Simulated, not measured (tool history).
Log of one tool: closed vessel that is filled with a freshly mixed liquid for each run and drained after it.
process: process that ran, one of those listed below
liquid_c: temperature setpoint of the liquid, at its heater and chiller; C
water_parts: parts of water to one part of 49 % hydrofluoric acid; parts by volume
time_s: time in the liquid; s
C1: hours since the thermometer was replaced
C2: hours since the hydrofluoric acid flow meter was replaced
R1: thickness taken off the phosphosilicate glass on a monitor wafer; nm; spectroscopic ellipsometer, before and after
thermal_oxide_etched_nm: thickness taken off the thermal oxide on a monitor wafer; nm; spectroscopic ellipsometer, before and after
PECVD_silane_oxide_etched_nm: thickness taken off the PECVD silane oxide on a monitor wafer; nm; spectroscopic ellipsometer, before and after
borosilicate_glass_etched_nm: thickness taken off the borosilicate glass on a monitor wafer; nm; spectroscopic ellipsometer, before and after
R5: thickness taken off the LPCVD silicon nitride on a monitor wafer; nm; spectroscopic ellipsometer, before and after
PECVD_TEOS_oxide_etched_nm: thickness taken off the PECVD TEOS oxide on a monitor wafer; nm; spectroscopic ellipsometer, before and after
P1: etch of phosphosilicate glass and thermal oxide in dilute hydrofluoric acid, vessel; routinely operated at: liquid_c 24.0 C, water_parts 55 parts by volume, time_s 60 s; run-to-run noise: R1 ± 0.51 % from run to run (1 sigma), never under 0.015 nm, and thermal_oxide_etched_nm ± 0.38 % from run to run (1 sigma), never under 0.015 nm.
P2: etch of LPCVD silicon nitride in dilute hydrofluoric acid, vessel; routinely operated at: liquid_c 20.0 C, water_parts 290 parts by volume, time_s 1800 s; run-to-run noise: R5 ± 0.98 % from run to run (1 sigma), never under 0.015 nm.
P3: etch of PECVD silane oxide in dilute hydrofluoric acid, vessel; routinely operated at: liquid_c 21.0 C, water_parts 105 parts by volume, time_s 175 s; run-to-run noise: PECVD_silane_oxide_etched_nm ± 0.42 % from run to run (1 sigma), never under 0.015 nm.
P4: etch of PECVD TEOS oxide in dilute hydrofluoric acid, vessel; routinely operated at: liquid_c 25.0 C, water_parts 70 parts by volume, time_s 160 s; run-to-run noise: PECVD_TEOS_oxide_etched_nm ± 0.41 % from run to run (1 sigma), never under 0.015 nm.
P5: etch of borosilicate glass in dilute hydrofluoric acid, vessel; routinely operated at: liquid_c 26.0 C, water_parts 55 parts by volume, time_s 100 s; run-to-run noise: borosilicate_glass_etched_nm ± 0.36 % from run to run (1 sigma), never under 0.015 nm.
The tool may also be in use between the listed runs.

run 1 hour=5.1 | process=P1 liquid_c=24.0 water_parts=55 time_s=60 | C1=548.7 C2=218.4 | R1=136.250 thermal_oxide_etched_nm=5.5596
run 2 hour=8.7 | process=P1 liquid_c=24.0 water_parts=55 time_s=60 | C1=552.3 C2=222.0 | R1=136.640 thermal_oxide_etched_nm=5.5956
run 3 hour=13.0 | process=P3 liquid_c=17.0 water_parts=105 time_s=175 | C1=556.6 C2=226.3 | PECVD_silane_oxide_etched_nm=38.296
run 4 hour=16.8 | process=P1 liquid_c=24.0 water_parts=55 time_s=30 | C1=560.4 C2=230.1 | R1=67.867 thermal_oxide_etched_nm=2.7519
run 5 hour=21.0 | process=P1 liquid_c=24.0 water_parts=55 time_s=95 | C1=564.6 C2=234.3 | R1=216.360 thermal_oxide_etched_nm=8.8395
run 6 hour=24.9 | process=P3 liquid_c=21.0 water_parts=105 time_s=320 | C1=568.5 C2=238.2 | PECVD_silane_oxide_etched_nm=81.877
run 7 hour=27.6 | process=P5 liquid_c=33.5 water_parts=55 time_s=100 | C1=571.2 C2=240.9 | borosilicate_glass_etched_nm=79.132
run 8 hour=31.8 | process=P2 liquid_c=20.0 water_parts=70 time_s=1800 | C1=575.4 C2=245.1 | R5=10.1820
run 9 hour=34.6 | process=P4 liquid_c=25.0 water_parts=70 time_s=40 | C1=578.2 C2=247.9 | PECVD_TEOS_oxide_etched_nm=5.3267
run 10 hour=37.6 | process=P5 liquid_c=26.0 water_parts=55 time_s=170 | C1=581.2 C2=250.9 | borosilicate_glass_etched_nm=100.100
run 11 hour=42.3 | process=P2 liquid_c=17.0 water_parts=290 time_s=1800 | C1=585.9 C2=255.6 | R5=2.0713
run 12 hour=46.4 | process=P1 liquid_c=30.0 water_parts=55 time_s=60 | C1=590.0 C2=259.7 | R1=173.510 thermal_oxide_etched_nm=7.0901
run 13 hour=49.5 | process=P1 liquid_c=24.0 water_parts=55 time_s=60 | C1=593.1 C2=262.8 | R1=136.970 thermal_oxide_etched_nm=5.5471
run 14 hour=52.9 | process=P4 liquid_c=25.0 water_parts=20 time_s=160 | C1=596.5 C2=266.2 | PECVD_TEOS_oxide_etched_nm=81.0250
run 15 hour=56.8 | process=P1 liquid_c=19.5 water_parts=55 time_s=60 | C1=600.4 C2=270.1 | R1=113.420 thermal_oxide_etched_nm=4.6469
run 16 hour=59.9 | process=P1 liquid_c=24.0 water_parts=100 time_s=60 | C1=603.5 C2=273.2 | R1=71.135 thermal_oxide_etched_nm=2.8953
run 17 hour=64.1 | process=P1 liquid_c=24.0 water_parts=55 time_s=60 | C1=607.7 C2=277.4 | R1=135.720 thermal_oxide_etched_nm=5.5433
run 18 hour=66.9 | process=P2 liquid_c=20.0 water_parts=290 time_s=2845 | C1=610.5 C2=280.2 | R5=4.0364
run 19 hour=69.2 | process=P1 liquid_c=24.0 water_parts=20 time_s=60 | C1=612.8 C2=282.5 | R1=399.420 thermal_oxide_etched_nm=16.1250
run 20 hour=72.4 | process=P1 liquid_c=24.0 water_parts=55 time_s=60 | C1=616.0 C2=285.7 | R1=138.220 thermal_oxide_etched_nm=5.5583
run 21 hour=77.5 | process=P1 liquid_c=19.0 water_parts=55 time_s=95 | C1=621.1 C2=290.8 | R1=176.450 thermal_oxide_etched_nm=7.1560
run 22 hour=82.3 | process=P3 liquid_c=21.0 water_parts=105 time_s=175 | C1=625.9 C2=295.6 | PECVD_silane_oxide_etched_nm=44.920
run 23 hour=85.9 | process=P1 liquid_c=24.0 water_parts=55 time_s=60 | C1=629.5 C2=299.2 | R1=137.250 thermal_oxide_etched_nm=5.5883
run 24 hour=90.9 | process=P5 liquid_c=26.0 water_parts=105 time_s=100 | C1=634.5 C2=304.2 | borosilicate_glass_etched_nm=28.961

Estimate the outcome of run 25 from the log above:
run 25 hour=94.2 | process=P3 liquid_c=21.0 water_parts=25 time_s=175 | C1=637.8 C2=307.5 | PECVD_silane_oxide_etched_nm=?

PECVD_silane_oxide_etched_nm: 208.100 nm
